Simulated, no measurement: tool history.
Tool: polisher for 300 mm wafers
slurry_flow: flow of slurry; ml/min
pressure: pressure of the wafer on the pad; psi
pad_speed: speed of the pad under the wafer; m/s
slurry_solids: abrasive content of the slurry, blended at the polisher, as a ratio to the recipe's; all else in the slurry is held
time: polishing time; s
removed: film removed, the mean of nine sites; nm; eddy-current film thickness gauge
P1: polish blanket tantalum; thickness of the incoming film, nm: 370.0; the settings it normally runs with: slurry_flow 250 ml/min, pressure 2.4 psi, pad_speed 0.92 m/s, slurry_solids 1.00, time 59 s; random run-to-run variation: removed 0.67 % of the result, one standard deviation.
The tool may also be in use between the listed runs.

run,hour,slurry_flow,pressure,pad_speed,slurry_solids,time,wafers polished on this pad,hours since the slurry nozzle was cleaned,hours since the head pressure was calibrated,hours since the slurry blender was calibrated,removed
1,4.1,250,2.4,0.92,1.00,59,1210,112.0,202.1,186.2,92.208
2,8.0,340,2.4,0.92,1.00,86,1256,115.9,206.0,190.1,136.870
3,10.0,250,2.4,0.92,1.00,59,1280,117.9,208.0,192.1,93.430
4,13.7,250,2.4,0.92,1.35,59,1323,121.6,211.7,195.8,100.350
5,17.0,250,2.4,0.92,1.00,27,1362,124.9,215.0,199.1,41.832
6,19.7,250,2.4,0.92,1.00,59,1394,127.6,217.7,201.8,92.979
7,23.0,250,1.7,0.92,1.00,59,1433,130.9,221.0,205.1,65.995
8,26.1,250,1.6,0.92,0.80,59,1470,134.0,224.1,208.2,57.219
9,29.6,250,3.4,0.92,1.00,59,1511,137.5,227.6,211.7,130.860
10,32.3,250,2.4,0.52,1.00,59,1543,140.2,230.3,214.4,52.327
11,36.0,250,2.4,0.92,0.65,43,1586,143.9,234.0,218.1,58.555
12,38.0,250,2.4,0.92,0.60,59,1610,145.9,236.0,220.1,78.533
13,41.1,330,2.4,0.92,1.00,59,1646,149.0,239.1,223.2,94.713
14,45.4,250,2.4,0.92,1.00,59,1697,153.3,243.4,227.5,93.278
15,49.2,250,2.4,1.16,1.00,59,1742,157.1,247.2,231.3,116.430
16,51.5,250,2.4,0.92,1.00,59,1769,159.4,249.5,233.6,91.800
17,53.7,250,2.4,0.92,1.00,93,1795,161.6,251.7,235.8,143.710
18,57.9,150,2.4,0.92,1.00,59,1845,165.8,255.9,240.0,85.815
19,60.3,250,2.4,0.92,1.00,59,1873,168.2,258.3,242.4,92.892
20,63.8,250,2.4,0.92,1.00,59,1914,171.7,261.8,245.9,92.258
21,68.1,250,2.4,0.92,1.00,59,1965,176.0,266.1,250.2,91.849
22,72.3,250,2.4,0.92,1.00,59,2014,180.2,270.3,254.4,89.372
23,76.1,250,2.4,0.92,1.00,59,2059,184.0,274.1,258.2,87.946
24,80.2,250,2.4,0.92,1.00,59,2108,188.1,278.2,262.3,88.029
25,82.6,250,2.4,0.92,1.00,59,2136,190.5,280.6,264.7,86.413
# hour 85.4: worn pad replaced by a new one
26,85.5,250,2.4,0.92,1.00,59,1,193.4,283.5,267.6,86.957
# hour 87.3: slurry nozzle cleaned
27,89.4,250,2.4,0.92,1.00,59,47,2.2,287.4,271.5,87.528
28,93.1,250,2.4,0.92,1.00,59,91,5.9,291.1,275.2,86.121
29,97.2,250,2.4,0.92,1.00,59,139,10.0,295.2,279.3,86.642
30,100.0,250,2.4,0.92,1.00,59,172,12.8,298.0,282.1,85.592
31,103.7,250,2.4,0.92,1.00,59,216,16.5,301.7,285.8,84.932

P1 has crept away from where it was. The log is fitted equally well by each of these 2 causes, at the sizes shown:
A: head's pressure below its setpoint, % = 7.26
B: abrasive missing from the slurry, % = 21.5
The drift started at roughly hour 68.1.
Each remaining cause and why it is not a fit:
removal rate lost through wear of the pad, %: maintenance at hour 85.4, after the shift began, did not return the process to its former output
slurry flow missing at the pad, %: maintenance at hour 87.3, after the shift began, did not return the process to its former output

The 4 check runs listed below each average the results of 5 wafers, and their outcomes are marked with question marks. Under which run would the listed causes produce clearly different results?
check 1,107.4,250,1.9,0.92,1.00,27,,,,,?
check 2,107.4,250,3.1,0.92,1.00,59,,,,,?
check 3,107.4,250,1.7,0.92,0.65,59,,,,,?
check 4,107.4,250,2.4,0.92,1.00,92,,,,,?

How each check would come out, cause by cause:
check,result,if A,if B
check 1,removed,31.076,31.077
check 2,removed,110.800,110.800
check 3,removed,52.658,51.416
check 4,removed,133.760,133.760
Minimum pairwise separation of causes per check, each pair taken at its best-separating result: check 1 0 %; check 2 0 %; check 3 2.39 %; check 4 0 %
The other checks would show nearly matching results whichever cause is true, so check 3 is the only one that separates the causes.

With check 3 done, the readings were: removed 51.452 nm. Identify which of the listed causes applies.

The cause is B: abrasive missing from the slurry, %.
